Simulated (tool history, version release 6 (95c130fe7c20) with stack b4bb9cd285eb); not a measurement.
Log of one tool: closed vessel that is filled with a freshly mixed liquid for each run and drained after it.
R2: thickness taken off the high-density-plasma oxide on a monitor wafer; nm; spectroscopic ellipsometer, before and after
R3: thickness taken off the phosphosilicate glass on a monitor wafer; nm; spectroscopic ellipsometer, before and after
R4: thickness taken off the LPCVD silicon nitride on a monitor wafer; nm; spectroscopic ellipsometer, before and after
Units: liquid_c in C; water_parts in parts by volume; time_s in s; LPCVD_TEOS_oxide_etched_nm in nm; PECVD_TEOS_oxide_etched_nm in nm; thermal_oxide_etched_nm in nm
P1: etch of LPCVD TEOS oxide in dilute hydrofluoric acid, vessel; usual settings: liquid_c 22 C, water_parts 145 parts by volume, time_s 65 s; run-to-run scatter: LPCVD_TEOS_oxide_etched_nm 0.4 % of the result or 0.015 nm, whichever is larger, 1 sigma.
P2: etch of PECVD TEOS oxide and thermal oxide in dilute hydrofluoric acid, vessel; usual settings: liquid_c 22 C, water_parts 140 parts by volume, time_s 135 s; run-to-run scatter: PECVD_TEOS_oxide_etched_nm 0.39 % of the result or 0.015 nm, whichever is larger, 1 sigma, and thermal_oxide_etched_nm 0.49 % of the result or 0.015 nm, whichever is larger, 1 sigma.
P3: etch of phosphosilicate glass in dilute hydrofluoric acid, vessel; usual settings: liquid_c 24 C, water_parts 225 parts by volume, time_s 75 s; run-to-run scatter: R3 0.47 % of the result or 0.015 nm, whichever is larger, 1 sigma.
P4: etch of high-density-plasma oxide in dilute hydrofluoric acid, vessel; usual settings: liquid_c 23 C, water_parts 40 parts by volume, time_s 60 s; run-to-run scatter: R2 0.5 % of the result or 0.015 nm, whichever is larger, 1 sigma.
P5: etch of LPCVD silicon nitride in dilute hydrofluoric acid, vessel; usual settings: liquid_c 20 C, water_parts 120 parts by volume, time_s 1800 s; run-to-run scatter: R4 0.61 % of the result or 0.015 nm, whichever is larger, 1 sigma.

Run 1, hour 3.7: process P1, liquid_c 22 C, water_parts 145 parts by volume, time_s 65 s. Result: LPCVD_TEOS_oxide_etched_nm 6.6605 nm.
Run 2, hour 7: process P1, liquid_c 22 C, water_parts 30 parts by volume, time_s 65 s. Result: LPCVD_TEOS_oxide_etched_nm 37.203 nm.
Run 3, hour 10.6: process P4, liquid_c 23 C, water_parts 40 parts by volume, time_s 60 s. Result: R2 10.615 nm.
Run 4, hour 14.1: process P1, liquid_c 22 C, water_parts 255 parts by volume, time_s 65 s. Result: LPCVD_TEOS_oxide_etched_nm 3.4146 nm.
Run 5, hour 20.7: process P3, liquid_c 32 C, water_parts 225 parts by volume, time_s 75 s. Result: R3 21.981 nm.
Run 6, hour 26.9: process P5, liquid_c 20 C, water_parts 120 parts by volume, time_s 1800 s. Result: R4 5.6125 nm.
Run 7, hour 31.9: process P1, liquid_c 18 C, water_parts 145 parts by volume, time_s 65 s. Result: LPCVD_TEOS_oxide_etched_nm 5.7474 nm.
Run 8, hour 37.4: process P4, liquid_c 29.5 C, water_parts 40 parts by volume, time_s 60 s. Result: R2 13.877 nm.
Run 9, hour 42.8: process P5, liquid_c 20 C, water_parts 120 parts by volume, time_s 1800 s. Result: R4 5.6841 nm.
Run 10, hour 46.6: process P3, liquid_c 24 C, water_parts 225 parts by volume, time_s 145 s. Result: R3 32.231 nm.
Run 11, hour 52.3: process P1, liquid_c 27 C, water_parts 145 parts by volume, time_s 65 s. Result: LPCVD_TEOS_oxide_etched_nm 8.1006 nm.
Run 12, hour 58.2: process P3, liquid_c 24 C, water_parts 225 parts by volume, time_s 75 s. Result: R3 16.623 nm.
Run 13, hour 62.2: process P3, liquid_c 24 C, water_parts 225 parts by volume, time_s 75 s. Result: R3 16.721 nm.
Run 14, hour 67.5: process P1, liquid_c 22 C, water_parts 255 parts by volume, time_s 115 s. Result: LPCVD_TEOS_oxide_etched_nm 5.9513 nm.
Run 15, hour 73.1: process P2, liquid_c 22 C, water_parts 140 parts by volume, time_s 75 s. Result: PECVD_TEOS_oxide_etched_nm 5.7687 nm, thermal_oxide_etched_nm 2.2727 nm.
Run 16, hour 77.2: process P2, liquid_c 22 C, water_parts 140 parts by volume, time_s 135 s. Result: PECVD_TEOS_oxide_etched_nm 10.379 nm, thermal_oxide_etched_nm 4.0385 nm.
Run 17, hour 83.5: process P4, liquid_c 23 C, water_parts 40 parts by volume, time_s 60 s. Result: R2 10.652 nm.
Run 18, hour 90.6: process P1, liquid_c 22 C, water_parts 200 parts by volume, time_s 35 s. Result: LPCVD_TEOS_oxide_etched_nm 2.4822 nm.
Run 19, hour 95.1: process P1, liquid_c 22 C, water_parts 145 parts by volume, time_s 95 s. Result: LPCVD_TEOS_oxide_etched_nm 9.867 nm.
Run 20, hour 100.9: process P5, liquid_c 20 C, water_parts 120 parts by volume, time_s 495 s. Result: R4 1.5573 nm.
Run 21, hour 106.4: process P1, liquid_c 22 C, water_parts 145 parts by volume, time_s 65 s. Result: LPCVD_TEOS_oxide_etched_nm 6.7021 nm.
Run 22, hour 109.7: process P2, liquid_c 17 C, water_parts 140 parts by volume, time_s 135 s. Result: PECVD_TEOS_oxide_etched_nm 8.431 nm, thermal_oxide_etched_nm 3.311 nm.
Run 23, hour 113.3: process P1, liquid_c 22 C, water_parts 145 parts by volume, time_s 65 s. Result: LPCVD_TEOS_oxide_etched_nm 6.7534 nm.
Run 24, hour 117: process P4, liquid_c 23 C, water_parts 65 parts by volume, time_s 60 s. Result: R2 6.3846 nm.
Run 25, hour 122: process P4, liquid_c 23 C, water_parts 40 parts by volume, time_s 115 s. Result: R2 20.411 nm.
Run 26, hour 127.9: process P1, liquid_c 22 C, water_parts 145 parts by volume, time_s 65 s. Result: LPCVD_TEOS_oxide_etched_nm 6.7398 nm.
Run 27, hour 134.4: process P2, liquid_c 22 C, water_parts 205 parts by volume, time_s 135 s. Result: PECVD_TEOS_oxide_etched_nm 6.6164 nm, thermal_oxide_etched_nm 2.5901 nm.
Run 28, hour 141.1: process P5, liquid_c 17 C, water_parts 120 parts by volume, time_s 1800 s. Result: R4 4.6148 nm.
Run 29, hour 145.5: process P1, liquid_c 22 C, water_parts 145 parts by volume, time_s 65 s. Result: LPCVD_TEOS_oxide_etched_nm 6.6819 nm.
Run 30, hour 150.9: process P2, liquid_c 22 C, water_parts 140 parts by volume, time_s 135 s. Result: PECVD_TEOS_oxide_etched_nm 10.342 nm, thermal_oxide_etched_nm 4.0509 nm.
Run 31, hour 156.1: process P5, liquid_c 20 C, water_parts 170 parts by volume, time_s 1800 s. Result: R4 4.021 nm.
Run 32, hour 163.2: process P1, liquid_c 22 C, water_parts 145 parts by volume, time_s 65 s. Result: LPCVD_TEOS_oxide_etched_nm 6.6942 nm.
Run 33, hour 170.3: process P1, liquid_c 22 C, water_parts 145 parts by volume, time_s 30 s. Result: LPCVD_TEOS_oxide_etched_nm 3.0949 nm.
Run 34, hour 176.1: process P3, liquid_c 24 C, water_parts 70 parts by volume, time_s 75 s. Result: R3 63.958 nm.
Run 35, hour 180: process P1, liquid_c 22 C, water_parts 145 parts by volume, time_s 65 s. Result: LPCVD_TEOS_oxide_etched_nm 6.6759 nm.
Run 36, hour 184: process P1, liquid_c 22 C, water_parts 145 parts by volume, time_s 65 s. Result: LPCVD_TEOS_oxide_etched_nm 6.488 nm.
Run 37, hour 189: process P1, liquid_c 22 C, water_parts 145 parts by volume, time_s 65 s. Result: LPCVD_TEOS_oxide_etched_nm 6.4046 nm.
Run 38, hour 193.3: process P1, liquid_c 22 C, water_parts 145 parts by volume, time_s 65 s. Result: LPCVD_TEOS_oxide_etched_nm 6.3593 nm.
Run 39, hour 197.4: process P1, liquid_c 22 C, water_parts 145 parts by volume, time_s 65 s. Result: LPCVD_TEOS_oxide_etched_nm 6.2876 nm.
Run 40, hour 201.7: process P1, liquid_c 22 C, water_parts 145 parts by volume, time_s 65 s. Result: LPCVD_TEOS_oxide_etched_nm 6.2986 nm.
Run 41, hour 205.2: process P1, liquid_c 22 C, water_parts 145 parts by volume, time_s 65 s. Result: LPCVD_TEOS_oxide_etched_nm 6.2652 nm.
Run 42, hour 211.9: process P1, liquid_c 22 C, water_parts 145 parts by volume, time_s 65 s. Result: LPCVD_TEOS_oxide_etched_nm 6.2541 nm.
Run 43, hour 218: process P1, liquid_c 22 C, water_parts 145 parts by volume, time_s 65 s. Result: LPCVD_TEOS_oxide_etched_nm 6.2177 nm.

What P1 gives has crept away from where it was. These 2 causes fit the log equally well, each at the size given:
A: liquid colder than its thermometer reads (K) = 1.82
B: hydrofluoric acid flow below the setpoint (%) = 5.98
The creep began at about hour 180.

4 check runs are offered, one wafer each, their results left as question marks. Which one tells the causes apart?
Run check 1, hour 224.1: process P3, liquid_c 24 C, water_parts 225 parts by volume, time_s 75 s. Result: R3 ?.
Run check 2, hour 224.1: process P4, liquid_c 23 C, water_parts 40 parts by volume, time_s 60 s. Result: R2 ?.
Run check 3, hour 224.1: process P5, liquid_c 20 C, water_parts 120 parts by volume, time_s 1800 s. Result: R4 ?.
Run check 4, hour 224.1: process P2, liquid_c 22 C, water_parts 140 parts by volume, time_s 135 s. Result: PECVD_TEOS_oxide_etched_nm ?, thermal_oxide_etched_nm ?.

What each check would give under each cause:
  check                      result    if A    if B
check 1                          R3  15.634  15.484
check 2                          R2  9.8479  9.9642
check 3                          R4   4.972  5.2994
check 4  PECVD_TEOS_oxide_etched_nm  9.6481  9.6547
check 4     thermal_oxide_etched_nm  3.7822  3.7848
How far apart the two closest causes lie, in the result that separates them most: check 1 0.96 %; check 2 1.17 %; check 3 6.38 %; check 4 0.07 %
Check 3 tells the causes apart: in the others they would give nearly the same result.

Then check 3 was run and gave: R4 5.3376 nm. Which cause is it?

It is B: hydrofluoric acid flow below the setpoint (%).
